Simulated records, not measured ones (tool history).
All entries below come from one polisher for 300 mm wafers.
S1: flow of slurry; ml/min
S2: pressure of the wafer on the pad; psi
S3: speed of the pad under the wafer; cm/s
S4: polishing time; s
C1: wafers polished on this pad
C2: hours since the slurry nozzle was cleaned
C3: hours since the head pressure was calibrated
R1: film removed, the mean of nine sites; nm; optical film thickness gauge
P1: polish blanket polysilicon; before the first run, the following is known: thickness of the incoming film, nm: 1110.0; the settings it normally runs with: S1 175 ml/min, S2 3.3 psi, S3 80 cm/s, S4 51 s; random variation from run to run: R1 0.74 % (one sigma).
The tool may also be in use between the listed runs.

| run | hour | S1 | S2 | S3 | S4 | C1 | C2 | C3 | R1 |
|---|---|---|---|---|---|---|---|---|---|
| 1 | 15.3 | 175 | 3.3 | 80 | 51 | 878 | 443.4 | 658.8 | 416.7 |
| 2 | 26.1 | 175 | 3.3 | 36 | 51 | 1055 | 454.2 | 669.6 | 187.61 |
| 3 | 38.5 | 175 | 2.4 | 80 | 51 | 1258 | 466.6 | 682 | 303.88 |
| 4 | 55.9 | 220 | 3.3 | 80 | 65 | 1542 | 484 | 699.4 | 544.31 |
| 5 | 73 | 105 | 3.3 | 80 | 51 | 1822 | 501.1 | 716.5 | 380.14 |
| 6 | 82.3 | 175 | 3.3 | 114 | 51 | 1974 | 510.4 | 725.8 | 594.76 |
| 7 | 94.6 | 175 | 3.3 | 80 | 29 | 2175 | 522.7 | 738.1 | 237.18 |
| 8 | 108 | 175 | 3.3 | 80 | 51 | 2395 | 536.1 | 751.5 | 418.9 |
| 9 | 121.1 | 240 | 2.3 | 80 | 51 | 2609 | 549.2 | 764.6 | 304.66 |
| 10 | 138.8 | 175 | 3.3 | 80 | 51 | 2898 | 566.9 | 782.3 | 415.88 |
| 11 | 154 | 175 | 5.1 | 80 | 51 | 3147 | 582.1 | 797.5 | 644.55 |
| 12 | 164.8 | 235 | 3.3 | 80 | 51 | 3324 | 592.9 | 808.3 | 433.15 |
| 13 | 175.6 | 175 | 3.3 | 80 | 69 | 3500 | 603.7 | 819.1 | 561.94 |
| 14 | 191.9 | 175 | 3.3 | 80 | 51 | 3767 | 620 | 835.4 | 411.22 |
| 15 | 202.2 | 175 | 3.3 | 80 | 51 | 3935 | 630.3 | 845.7 | 411.44 |
| 16 | 212.9 | 175 | 3.3 | 80 | 51 | 4110 | 641 | 856.4 | 411.21 |
| 17 | 228.8 | 175 | 3.3 | 80 | 51 | 4370 | 656.9 | 872.3 | 403.99 |
| 18 | 243.7 | 175 | 3.3 | 80 | 51 | 4614 | 671.8 | 887.2 | 395.77 |
| 19 | 257.6 | 175 | 3.3 | 80 | 51 | 4842 | 685.7 | 901.1 | 394.99 |
|  | 267.4 | head pressure recalibrated |
| 20 | 271.3 | 175 | 3.3 | 80 | 51 | 5066 | 699.4 | 4 | 401.38 |
| 21 | 282.2 | 175 | 3.3 | 80 | 51 | 5244 | 710.3 | 14.9 | 395.03 |
| 22 | 291.5 | 175 | 3.3 | 80 | 51 | 5396 | 719.6 | 24.2 | 392.47 |
| 23 | 300.2 | 175 | 3.3 | 80 | 51 | 5538 | 728.3 | 32.9 | 391.6 |
| 24 | 311.3 | 175 | 3.3 | 80 | 51 | 5720 | 739.4 | 44 | 384.02 |

The output of P1 has drifted from where it used to be. Each of the 2 causes below, taken at the size shown beside it, accounts for the log equally well:
A: removal rate lost through wear of the pad, % = 5.63
B: slurry flow missing at the pad, % = 28.4
The creep began at about hour 202.2.
Excluded causes, each with its reason:
head's pressure below its setpoint, %: maintenance at hour 267.4, after the shift began, did not return the process to its former output

Which of the check runs below tells the causes apart, meaning the causes would give it clearly different results? Each run uses 5 wafers whose results are averaged, and each result is shown as a question mark.
| check 1 | 322.4 | 175 | 3.3 | 108 | 51 |  |  |  | ? |
| check 2 | 322.4 | 175 | 3.3 | 54 | 51 |  |  |  | ? |
| check 3 | 322.4 | 115 | 3.3 | 38 | 51 |  |  |  | ? |
| check 4 | 322.4 | 175 | 3.3 | 80 | 36 |  |  |  | ? |

How each check would come out, cause by cause:
| check | result | if A | if B |
|---|---|---|---|
| check 1 | R1 | 529.76 | 529.71 |
| check 2 | R1 | 264.88 | 264.86 |
| check 3 | R1 | 172.75 | 168.19 |
| check 4 | R1 | 277 | 276.97 |
Smallest distance between any two causes, each pair judged by its most separating result, in per cent: check 1 0.01 %; check 2 0.01 %; check 3 2.67 %; check 4 0.01 %
Only in check 3 would the causes give clearly different results; in the remaining checks their results would be nearly the same.

The results of check 3 are: R1 167.34 nm. Based on these, which of the listed causes is it?

It was cause B: slurry flow missing at the pad, %.
